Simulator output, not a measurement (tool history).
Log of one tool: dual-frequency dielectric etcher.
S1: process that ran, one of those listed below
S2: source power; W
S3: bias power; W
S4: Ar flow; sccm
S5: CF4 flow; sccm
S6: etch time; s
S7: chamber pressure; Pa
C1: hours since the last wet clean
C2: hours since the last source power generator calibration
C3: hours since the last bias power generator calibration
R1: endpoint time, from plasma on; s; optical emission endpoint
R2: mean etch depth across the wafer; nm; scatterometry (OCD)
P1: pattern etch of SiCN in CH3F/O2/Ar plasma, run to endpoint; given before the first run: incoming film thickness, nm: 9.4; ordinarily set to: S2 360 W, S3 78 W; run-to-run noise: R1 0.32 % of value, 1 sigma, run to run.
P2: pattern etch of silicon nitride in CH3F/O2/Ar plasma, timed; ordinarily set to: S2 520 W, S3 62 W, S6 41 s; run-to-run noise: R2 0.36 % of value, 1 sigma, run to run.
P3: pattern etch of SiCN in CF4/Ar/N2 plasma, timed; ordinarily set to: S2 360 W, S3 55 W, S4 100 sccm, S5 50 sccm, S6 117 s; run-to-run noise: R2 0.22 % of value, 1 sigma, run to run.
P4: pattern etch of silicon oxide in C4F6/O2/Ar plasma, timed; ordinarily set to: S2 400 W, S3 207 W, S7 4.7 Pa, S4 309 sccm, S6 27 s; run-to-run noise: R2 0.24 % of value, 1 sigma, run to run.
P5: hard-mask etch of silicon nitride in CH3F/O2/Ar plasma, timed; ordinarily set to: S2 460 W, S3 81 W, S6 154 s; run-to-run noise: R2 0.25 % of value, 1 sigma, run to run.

run   hour  S1   S2   S3   S4  S5     S6   S7     C1      C2      C3      R1      R2
  1   17.2  P1  360   78                         206   905.6    2297   24.91
  2   35.7  P1  500   78                       224.5   924.1  2315.5  22.092
  3   48.3  P1  360   61                       237.1   936.7  2328.1  27.153
  4   59.8  P3  360   55   58  50    117       248.6   948.2  2339.6          76.938
  5   72.3  P1  360   78                       261.1   960.7  2352.1  24.937
  6   88.3  P4  400  207  407         27  4.7  277.1   976.7  2368.1          85.969
  7   97.6  P4  400  207  309       35.5  4.7  286.4     986  2377.4          115.95
  8  116.5  P3  360   55  100  60    117       305.3  1004.9  2396.3          72.827
  9  127.9  P3  490   55  100  50    117       316.7  1016.3  2407.7          92.275
 10  141.7  P2  520   62              41       330.5  1030.1  2421.5          31.385
 11  158.6  P3  360   71  100  50    117       347.4    1047  2438.4          77.274
 12  175.3  P1  360   78                       364.1  1063.7  2455.1   24.91
     180.4  -- source power generator calibrated
 13  193.4  P1  360   78                       382.2    13.1  2473.2  24.907
 14  202.7  P1  360   78                       391.5    22.4  2482.5  24.957
 15  218.1  P5  460   81             154       406.9    37.8  2497.9          120.64
 16  229.1  P2  520   47              41       417.9    48.8  2508.9          28.859
 17  241.9  P1  360   78                       430.7    61.6  2521.7  24.842
 18  260.4  P4  400  207  309         27  4.7  449.2    80.1  2540.2          88.089
 19  271.8  P1  240  106                       460.6    91.5  2551.6   25.87
 20  288.6  P1  360   98                       477.4   108.3  2568.4  22.784
 21  298.3  P1  250   78                       487.1     118  2578.1  28.443
 22  307.7  P5  620   81             154       496.5   127.4  2587.5          134.69
 23  321.6  P2  700   62              41       510.4   141.3  2601.4          35.331
 24  333.9  P3  360   55  100  50    117       522.7   153.6  2613.7           70.31
 25  342.4  P3  360   55  100  50  164.5       531.2   162.1  2622.2            98.8
 26  353.3  P4  400  207  309         27  4.7  542.1     173  2633.1          88.049
 27  363.9  P4  400  168  309         27  4.7  552.7   183.6  2643.7          82.665
 28  374.3  P1  460   50                       563.1     194  2654.1  26.312
 29  391.9  P4  400  207  309         27  5.6  580.7   211.6  2671.7           86.45
 30  405.9  P5  460   48             154       594.7   225.6  2685.7          101.33
     413.9  -- bias power generator calibrated
 31  423.7  P4  320  207  309         27  4.7  612.5   243.4     9.9          80.982
 32    433  P1  360   78                       621.8   252.7    19.2  24.755
 33  443.5  P2  520   62              55       632.3   263.2    29.7          42.235

Estimate the outcome of run 34 from the log above:
 34  456.5  P2  520  62          41      645.3  276.2  42.7       ?

{"run 34": {"R2": 31.14}}
